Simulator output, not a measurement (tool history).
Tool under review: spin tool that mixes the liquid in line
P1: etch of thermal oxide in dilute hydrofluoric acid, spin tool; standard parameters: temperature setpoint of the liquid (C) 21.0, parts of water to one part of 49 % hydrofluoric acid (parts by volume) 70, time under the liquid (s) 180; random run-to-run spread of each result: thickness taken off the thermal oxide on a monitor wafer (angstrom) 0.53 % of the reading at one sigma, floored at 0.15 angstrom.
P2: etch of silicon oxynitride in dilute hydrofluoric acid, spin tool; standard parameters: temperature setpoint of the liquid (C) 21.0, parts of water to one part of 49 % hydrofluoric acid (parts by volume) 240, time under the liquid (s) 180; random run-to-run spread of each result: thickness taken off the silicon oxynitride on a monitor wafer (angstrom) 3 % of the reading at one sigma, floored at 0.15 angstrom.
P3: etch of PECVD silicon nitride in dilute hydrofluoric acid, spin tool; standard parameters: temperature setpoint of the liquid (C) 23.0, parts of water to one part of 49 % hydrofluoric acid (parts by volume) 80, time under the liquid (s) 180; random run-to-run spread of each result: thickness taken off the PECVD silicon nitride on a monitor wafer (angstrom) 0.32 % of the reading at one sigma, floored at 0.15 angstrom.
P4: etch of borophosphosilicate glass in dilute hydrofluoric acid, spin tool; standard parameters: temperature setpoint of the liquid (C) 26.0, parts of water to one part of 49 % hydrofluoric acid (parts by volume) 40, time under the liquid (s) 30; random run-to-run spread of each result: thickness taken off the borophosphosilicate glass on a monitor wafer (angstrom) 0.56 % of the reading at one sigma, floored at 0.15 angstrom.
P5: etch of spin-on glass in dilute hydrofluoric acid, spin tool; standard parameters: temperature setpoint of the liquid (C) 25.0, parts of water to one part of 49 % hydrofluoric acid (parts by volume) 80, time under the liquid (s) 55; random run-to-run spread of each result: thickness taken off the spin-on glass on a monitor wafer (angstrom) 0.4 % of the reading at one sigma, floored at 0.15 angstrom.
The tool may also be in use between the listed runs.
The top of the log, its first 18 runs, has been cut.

run   hour  process that ran  temperature setpoint of the liquid (C)  parts of water to one part of 49 % hydrofluoric acid (parts by volume)  time under the liquid (s)  hours since the thermometer was replaced  hours since the hydrofluoric acid flow meter was replaced  thickness taken off the thermal oxide on a monitor wafer (angstrom)  thickness taken off the spin-on glass on a monitor wafer (angstrom)  thickness taken off the PECVD silicon nitride on a monitor wafer (angstrom)  thickness taken off the borophosphosilicate glass on a monitor wafer (angstrom)  thickness taken off the silicon oxynitride on a monitor wafer (angstrom)
 19   66.8                P1                                    21.0                                                                     120                        265                                     216.8                                                       37.9                                                               88.465
 20   70.5                P5                                    25.0                                                                     125                         55                                     220.5                                                       41.6                                                                                                                                    93.238
 21   73.3                P1                                    21.0                                                                      70                        180                                     223.3                                                       44.4                                                              108.880
 22   75.9                P5                                    25.0                                                                      80                         55                                     225.9                                                       47.0                                                                                                                                   154.820
 23   79.1                P1                                    21.0                                                                      70                        330                                     229.1                                                       50.2                                                              200.680
 24   82.2                P3                                    29.0                                                                      80                        180                                     232.2                                                       53.3                                                                                                                                                                                                               173.3600
 25   86.8                P2                                    21.0                                                                     240                         70                                     236.8                                                       57.9                                                                                                                                                                                                                                                                                                                                                                            2.9786
 26   91.5                P1                                    21.0                                                                      70                        180                                     241.5                                                       62.6                                                              108.900
 27   93.9                P5                                    25.0                                                                      80                         55                                     243.9                                                       65.0                                                                                                                                   154.080
 28   98.4                P3                                    23.0                                                                      80                         15                                     248.4                                                       69.5                                                                                                                                                                                                                 9.6925
 29  102.1                P1                                    21.0                                                                      40                        180                                     252.1                                                       73.2                                                              197.480
 30  105.6                P1                                    21.0                                                                      95                        180                                     255.6                                                       76.7                                                               77.619
 31  109.1                P2                                    17.0                                                                     240                        180                                     259.1                                                       80.2                                                                                                                                                                                                                                                                                                                                                                            6.7505
 32  112.3                P1                                    21.0                                                                      70                        180                                     262.3                                                       83.4                                                              109.070

Expected results for the next run?
 33  114.8                P1                                    21.0                                                                      70                        180                                     264.8                                                       85.9                                                                    ?

{"run 33": {"thickness taken off the thermal oxide on a monitor wafer (angstrom)": 112.18}}
